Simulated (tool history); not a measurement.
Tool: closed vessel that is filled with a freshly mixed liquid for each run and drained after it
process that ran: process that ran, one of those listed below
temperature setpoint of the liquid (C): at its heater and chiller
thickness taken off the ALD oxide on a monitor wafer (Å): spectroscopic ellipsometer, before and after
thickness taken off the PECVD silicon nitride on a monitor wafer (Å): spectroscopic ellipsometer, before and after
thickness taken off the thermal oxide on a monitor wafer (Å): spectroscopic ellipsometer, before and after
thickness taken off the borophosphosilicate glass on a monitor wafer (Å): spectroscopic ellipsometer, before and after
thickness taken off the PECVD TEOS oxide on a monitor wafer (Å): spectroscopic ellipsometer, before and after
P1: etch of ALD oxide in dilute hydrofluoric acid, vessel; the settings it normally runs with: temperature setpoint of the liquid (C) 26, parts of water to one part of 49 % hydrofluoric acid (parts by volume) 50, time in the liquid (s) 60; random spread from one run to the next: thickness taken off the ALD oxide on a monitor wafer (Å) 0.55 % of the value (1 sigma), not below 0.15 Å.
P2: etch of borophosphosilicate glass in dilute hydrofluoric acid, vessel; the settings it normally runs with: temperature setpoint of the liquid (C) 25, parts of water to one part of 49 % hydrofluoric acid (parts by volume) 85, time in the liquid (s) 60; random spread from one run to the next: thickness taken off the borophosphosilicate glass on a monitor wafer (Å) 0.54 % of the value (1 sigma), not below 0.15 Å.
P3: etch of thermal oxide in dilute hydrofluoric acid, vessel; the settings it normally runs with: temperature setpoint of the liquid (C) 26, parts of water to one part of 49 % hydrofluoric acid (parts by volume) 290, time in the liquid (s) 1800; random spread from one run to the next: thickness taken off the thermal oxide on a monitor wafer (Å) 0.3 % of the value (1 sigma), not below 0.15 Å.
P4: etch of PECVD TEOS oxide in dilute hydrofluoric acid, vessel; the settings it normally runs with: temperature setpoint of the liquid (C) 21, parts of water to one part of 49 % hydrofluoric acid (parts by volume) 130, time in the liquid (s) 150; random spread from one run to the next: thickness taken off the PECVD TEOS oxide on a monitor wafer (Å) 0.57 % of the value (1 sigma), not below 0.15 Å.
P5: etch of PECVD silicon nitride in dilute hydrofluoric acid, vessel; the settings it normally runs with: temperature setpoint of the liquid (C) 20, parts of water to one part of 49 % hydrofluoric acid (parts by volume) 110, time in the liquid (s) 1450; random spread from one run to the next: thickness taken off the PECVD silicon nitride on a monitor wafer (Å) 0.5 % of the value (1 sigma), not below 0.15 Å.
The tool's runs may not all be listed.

run	hour	process that ran	temperature setpoint of the liquid (C)	parts of water to one part of 49 % hydrofluoric acid (parts by volume)	time in the liquid (s)	hours since the thermometer was replaced	hours since the hydrofluoric acid flow meter was replaced	thickness taken off the ALD oxide on a monitor wafer (Å)	thickness taken off the PECVD silicon nitride on a monitor wafer (Å)	thickness taken off the thermal oxide on a monitor wafer (Å)	thickness taken off the borophosphosilicate glass on a monitor wafer (Å)	thickness taken off the PECVD TEOS oxide on a monitor wafer (Å)
1	12.2	P1	26	50	60	1405.8	309.4	242.95				
2	20.1	P5	20	110	1450	1413.7	317.3		258.07			
3	29	P1	26	50	60	1422.6	326.2	242.34				
4	39.6	P3	26	290	1800	1433.2	336.8			260.02		
5	50.7	P1	26	70	60	1444.3	347.9	167.7				
6	61.2	P3	26	290	1800	1454.8	358.4			259.37		
7	72.9	P1	26	50	60	1466.5	370.1	243.88				
8	82.4	P2	25	85	60	1476	379.6				340.7	
9	96.2	P2	25	85	30	1489.8	393.4				169.55	
10	107.4	P1	26	50	60	1501	404.6	242.18				
11	116.4	P1	26	50	60	1510	413.6	243.35				
12	127.9	P1	20.5	50	60	1521.5	425.1	194.5				
13	135.2	P2	32	85	60	1528.8	432.4				444.28	
14	146.2	P1	26	50	95	1539.8	443.4	386.9				
15	154.7	P1	33.5	50	60	1548.3	451.9	328.85				
16	164	P4	21	25	150	1557.6	461.2					1667.2
17	177.3	P4	21	130	295	1570.9	474.5					560.12
18	190.8	P1	26	20	30	1584.4	488	313.99				
19	200.3	P5	20	110	185	1593.9	497.5		32.659			
20	210.7	P3	22	290	1800	1604.3	507.9			226.02		
21	220.6	P1	33.5	50	95	1614.2	517.8	517.95				
22	233	P4	21	130	150	1626.6	530.2					283.79
23	239.6	P1	26	20	60	1633.2	536.8	644.08				
24	250.9	P1	26	50	30	1644.5	548.1	121.75				
25	260.8	P1	26	50	60	1654.4	558	244.3				
26	270.6	P2	25	85	60	1664.2	567.8				341.62	
27	280	P2	25	150	60	1673.6	577.2				177.61	
28	291.7	P5	20	45	1450	1685.3	588.9		617.3			
29	301.5	P5	28	110	1450	1695.1	598.7		435.58			
30	316	P3	26	60	1800	1709.6	613.2			1643.8		
31	323.6	P3	26	290	65	1717.2	620.8			9.1487		
32	330.2	P4	26.5	130	150	1723.8	627.4					352.54
33	340.9	P1	26	50	60	1734.5	638.1	242.2				
34	350.7	P5	20	110	1450	1744.3	647.9		256.91			
35	361.8	P1	26	50	60	1755.4	659	240.32				
36	371.6	P1	26	50	60	1765.2	668.8	250.47				
37	381.8	P1	26	50	60	1775.4	679	253.97				
38	391.4	P1	26	50	60	1785	688.6	254.51				
39	399.6	P1	26	50	60	1793.2	696.8	262.48				
40	411.9	P1	26	50	60	1805.5	709.1	260.37				
41	421	P1	26	50	60	1814.6	718.2	262.97				
42	433.9	P1	26	50	60	1827.5	731.1	262.07				
43	442.4	P1	26	50	60	1836	739.6	263.07				
44	452.5	P1	26	50	60	1846.1	749.7	260.95				

The log shows P1 creeping away from where it was. Any of the 2 causes listed here, at the size stated for it, fits the log just as well as the others:
A: liquid hotter than its thermometer reads (K) = 1.83
B: hydrofluoric acid flow above the setpoint (%) = 7.15
Creep in the process output first set in at about hour 361.8.

Of the 4 check runs listed below, each run on one wafer and each result written as a question mark, which would let you distinguish the listed causes because they would give clearly different results?
check 1	462.6	P5	20	110	250				?			
check 2	462.6	P3	26	75	540					?		
check 3	462.6	P4	21	35	150							?
check 4	462.6	P2	25	130	30						?	

Expected result of each check under each candidate cause:
check	result	if A	if B
check 1	thickness taken off the PECVD silicon nitride on a monitor wafer (Å)	49.965	47.255
check 2	thickness taken off the thermal oxide on a monitor wafer (Å)	415.48	417.01
check 3	thickness taken off the PECVD TEOS oxide on a monitor wafer (Å)	1275.9	1269.1
check 4	thickness taken off the borophosphosilicate glass on a monitor wafer (Å)	112.73	113.85
Per-check spread between the two closest causes, in the result where they differ most: check 1 5.58 %; check 2 0.37 %; check 3 0.53 %; check 4 0.99 %
The causes can be told apart only by check 1. The other checks would give nearly the same results under each of them.

Here is what check 1 returned: thickness taken off the PECVD silicon nitride on a monitor wafer (Å) 47.754. Which cause is it?

The correct cause is B, namely: hydrofluoric acid flow above the setpoint (%).
